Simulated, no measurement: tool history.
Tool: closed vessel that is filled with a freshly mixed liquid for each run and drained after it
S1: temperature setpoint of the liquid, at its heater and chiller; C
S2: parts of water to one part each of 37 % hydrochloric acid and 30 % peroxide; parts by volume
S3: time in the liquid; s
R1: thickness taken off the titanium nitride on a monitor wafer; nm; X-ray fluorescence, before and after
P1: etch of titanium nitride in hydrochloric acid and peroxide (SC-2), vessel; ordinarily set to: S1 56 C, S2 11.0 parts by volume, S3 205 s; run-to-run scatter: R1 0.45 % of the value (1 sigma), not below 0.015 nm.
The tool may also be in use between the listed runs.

{"run": 1, "hour": 3.7, "S1": 56, "S2": 11.0, "S3": 205, "R1": 4.6825}
{"run": 2, "hour": 5.7, "S1": 56, "S2": 11.0, "S3": 70, "R1": 1.6109}
{"run": 3, "hour": 9.7, "S1": 56, "S2": 4.0, "S3": 205, "R1": 10.2}
{"run": 4, "hour": 13.1, "S1": 44, "S2": 11.0, "S3": 205, "R1": 2.0954}
{"run": 5, "hour": 15.1, "S1": 56, "S2": 11.0, "S3": 205, "R1": 4.6573}
{"run": 6, "hour": 17.3, "S1": 56, "S2": 11.0, "S3": 205, "R1": 4.7054}
{"run": 7, "hour": 19.9, "S1": 56, "S2": 11.0, "S3": 205, "R1": 4.7026}
{"run": 8, "hour": 22.6, "S1": 56, "S2": 11.0, "S3": 410, "R1": 9.393}
{"run": 9, "hour": 26.3, "S1": 56, "S2": 20.0, "S3": 205, "R1": 2.7794}
{"run": 10, "hour": 28.9, "S1": 56, "S2": 18.5, "S3": 340, "R1": 4.868}
{"run": 11, "hour": 31.5, "S1": 56, "S2": 11.0, "S3": 205, "R1": 4.6895}
{"run": 12, "hour": 35.3, "S1": 56, "S2": 11.0, "S3": 205, "R1": 4.68}
{"run": 13, "hour": 39.2, "S1": 72, "S2": 11.0, "S3": 205, "R1": 12.461}
{"run": 14, "hour": 42.5, "S1": 56, "S2": 11.0, "S3": 205, "R1": 4.672}
{"run": 15, "hour": 46.8, "S1": 56, "S2": 11.0, "S3": 205, "R1": 4.8817}
{"run": 16, "hour": 49.9, "S1": 56, "S2": 11.0, "S3": 205, "R1": 4.9501}
{"run": 17, "hour": 52.1, "S1": 56, "S2": 11.0, "S3": 205, "R1": 4.9552}
{"run": 18, "hour": 55.7, "S1": 56, "S2": 11.0, "S3": 205, "R1": 5.0069}
{"run": 19, "hour": 57.6, "S1": 56, "S2": 11.0, "S3": 205, "R1": 5.0455}
{"run": 20, "hour": 61.4, "S1": 56, "S2": 11.0, "S3": 205, "R1": 5.1034}
{"run": 21, "hour": 64.1, "S1": 56, "S2": 11.0, "S3": 205, "R1": 5.0116}

The next listed run, before its measurement:
{"run": 22, "hour": 67.3, "S1": 56, "S2": 11.0, "S3": 205, "R1": "?"}

Run 22 yielded R1 5.1235 nm.
